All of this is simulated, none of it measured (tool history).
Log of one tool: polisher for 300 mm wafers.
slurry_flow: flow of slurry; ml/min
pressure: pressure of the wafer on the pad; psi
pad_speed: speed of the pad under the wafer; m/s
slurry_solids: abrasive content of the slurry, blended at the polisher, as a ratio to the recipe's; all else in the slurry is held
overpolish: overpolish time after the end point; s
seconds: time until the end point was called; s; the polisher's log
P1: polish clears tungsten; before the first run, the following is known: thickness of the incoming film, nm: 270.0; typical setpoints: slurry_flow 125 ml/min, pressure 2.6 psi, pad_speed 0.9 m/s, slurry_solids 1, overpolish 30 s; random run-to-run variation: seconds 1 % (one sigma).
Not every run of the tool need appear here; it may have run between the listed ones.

{"run": 1, "day": 0.725, "slurry_flow": 125, "pressure": 2.6, "pad_speed": 0.9, "slurry_solids": 1, "overpolish": 30, "seconds": 95.716}
{"run": 2, "day": 1.1, "slurry_flow": 125, "pressure": 2.6, "pad_speed": 0.42, "slurry_solids": 1, "overpolish": 30, "seconds": 203.87}
{"run": 3, "day": 1.604, "slurry_flow": 125, "pressure": 2.6, "pad_speed": 0.9, "slurry_solids": 1.2, "overpolish": 9, "seconds": 90.087}
{"day": 1.633, "done": "slurry blender recalibrated"}
{"run": 4, "day": 2.042, "slurry_flow": 125, "pressure": 2.6, "pad_speed": 0.9, "slurry_solids": 1, "overpolish": 30, "seconds": 92.405}
{"run": 5, "day": 2.396, "slurry_flow": 75, "pressure": 2.6, "pad_speed": 0.9, "slurry_solids": 1, "overpolish": 30, "seconds": 107.75}
{"run": 6, "day": 2.825, "slurry_flow": 125, "pressure": 2.6, "pad_speed": 0.9, "slurry_solids": 1.5, "overpolish": 30, "seconds": 86.007}
{"run": 7, "day": 3.296, "slurry_flow": 125, "pressure": 2.6, "pad_speed": 0.9, "slurry_solids": 1, "overpolish": 30, "seconds": 94.13}
{"run": 8, "day": 3.846, "slurry_flow": 125, "pressure": 2.6, "pad_speed": 0.9, "slurry_solids": 0.6, "overpolish": 30, "seconds": 105.61}
{"run": 9, "day": 4.529, "slurry_flow": 125, "pressure": 2.6, "pad_speed": 1.26, "slurry_solids": 1, "overpolish": 30, "seconds": 66.551}
{"run": 10, "day": 4.971, "slurry_flow": 190, "pressure": 2.6, "pad_speed": 0.9, "slurry_solids": 1, "overpolish": 30, "seconds": 88.059}
{"day": 5.004, "done": "slurry tank refilled with fresh slurry and peroxide"}
{"run": 11, "day": 5.404, "slurry_flow": 125, "pressure": 2.6, "pad_speed": 0.9, "slurry_solids": 1, "overpolish": 30, "seconds": 94.893}
{"run": 12, "day": 5.95, "slurry_flow": 125, "pressure": 1.5, "pad_speed": 0.9, "slurry_solids": 1, "overpolish": 30, "seconds": 162.41}
{"run": 13, "day": 6.333, "slurry_flow": 125, "pressure": 2.6, "pad_speed": 0.9, "slurry_solids": 1, "overpolish": 30, "seconds": 94.27}
{"run": 14, "day": 7.058, "slurry_flow": 125, "pressure": 2.6, "pad_speed": 0.9, "slurry_solids": 1, "overpolish": 9, "seconds": 93.235}
{"run": 15, "day": 7.762, "slurry_flow": 125, "pressure": 3.9, "pad_speed": 0.9, "slurry_solids": 1, "overpolish": 30, "seconds": 61.878}
{"run": 16, "day": 8.467, "slurry_flow": 125, "pressure": 2.6, "pad_speed": 0.9, "slurry_solids": 1, "overpolish": 30, "seconds": 93.66}
{"run": 17, "day": 9.183, "slurry_flow": 125, "pressure": 2.6, "pad_speed": 0.9, "slurry_solids": 1, "overpolish": 30, "seconds": 94.444}
{"run": 18, "day": 9.583, "slurry_flow": 125, "pressure": 2.6, "pad_speed": 0.9, "slurry_solids": 1, "overpolish": 58, "seconds": 93.392}
{"run": 19, "day": 10.296, "slurry_flow": 125, "pressure": 2.6, "pad_speed": 0.9, "slurry_solids": 1, "overpolish": 30, "seconds": 93.825}
{"run": 20, "day": 10.675, "slurry_flow": 125, "pressure": 2.6, "pad_speed": 0.9, "slurry_solids": 1, "overpolish": 30, "seconds": 94.557}
{"day": 11.354, "done": "worn pad replaced by a new one"}
{"run": 21, "day": 11.438, "slurry_flow": 125, "pressure": 2.6, "pad_speed": 0.9, "slurry_solids": 1, "overpolish": 30, "seconds": 97.898}
{"day": 11.588, "done": "head pressure recalibrated"}
{"run": 22, "day": 11.838, "slurry_flow": 125, "pressure": 2.6, "pad_speed": 0.9, "slurry_solids": 1, "overpolish": 30, "seconds": 101.66}
{"day": 12.179, "done": "slurry blender recalibrated"}
{"run": 23, "day": 12.296, "slurry_flow": 125, "pressure": 2.6, "pad_speed": 0.9, "slurry_solids": 1, "overpolish": 30, "seconds": 100.45}
{"run": 24, "day": 12.696, "slurry_flow": 125, "pressure": 2.6, "pad_speed": 0.9, "slurry_solids": 1, "overpolish": 30, "seconds": 101.59}
{"run": 25, "day": 13.067, "slurry_flow": 125, "pressure": 2.6, "pad_speed": 0.9, "slurry_solids": 1, "overpolish": 30, "seconds": 101.07}

What P1 gives has crept away from where it was. These 2 causes fit the log equally well, each at the size given:
A: slurry flow missing at the pad, % = 27.3
B: peroxide lost from the slurry, % = 17.6
The creep began at about day 10.296.
Every other cause this tool's parts could produce, and why it does not fit the log:
removal rate lost through wear of the pad, %: maintenance at day 11.354, after the shift began, did not return the process to its former output
head's pressure below its setpoint, %: maintenance at day 11.588, after the shift began, did not return the process to its former output
abrasive missing from the slurry, %: maintenance at day 12.179, after the shift began, did not return the process to its former output

Each of the check runs listed below is run on 3 wafers and reports their average, with the results left as question marks. Pick the one under which the possible causes would lead to clearly different results.
{"run": "check 1", "day": 13.438, "slurry_flow": 125, "pressure": 2.6, "pad_speed": 0.9, "slurry_solids": 1.2, "overpolish": 30, "seconds": "?"}
{"run": "check 2", "day": 13.438, "slurry_flow": 75, "pressure": 2.6, "pad_speed": 0.9, "slurry_solids": 1, "overpolish": 51, "seconds": "?"}
{"run": "check 3", "day": 13.438, "slurry_flow": 125, "pressure": 2.6, "pad_speed": 0.9, "slurry_solids": 1.45, "overpolish": 30, "seconds": "?"}
{"run": "check 4", "day": 13.438, "slurry_flow": 125, "pressure": 2.6, "pad_speed": 0.9, "slurry_solids": 0.6, "overpolish": 30, "seconds": "?"}

Outcome of each check run for each possible cause:
check=check_1 result=seconds if_A=96.72 if_B=96.745
check=check_2 result=seconds if_A=120 if_B=115.21
check=check_3 result=seconds if_A=92.378 if_B=92.401
check=check_4 result=seconds if_A=113.65 if_B=113.67
Distance between the nearest two causes, measured in the result of the check that separates them most: check 1 0.03 %; check 2 4.07 %; check 3 0.03 %; check 4 0.03 %
Check 2 tells the causes apart: in the others they would give nearly the same result.

With check 2 done, the readings were: seconds 119.51 s. Identify which of the listed causes applies.

A is the cause: slurry flow missing at the pad, %.
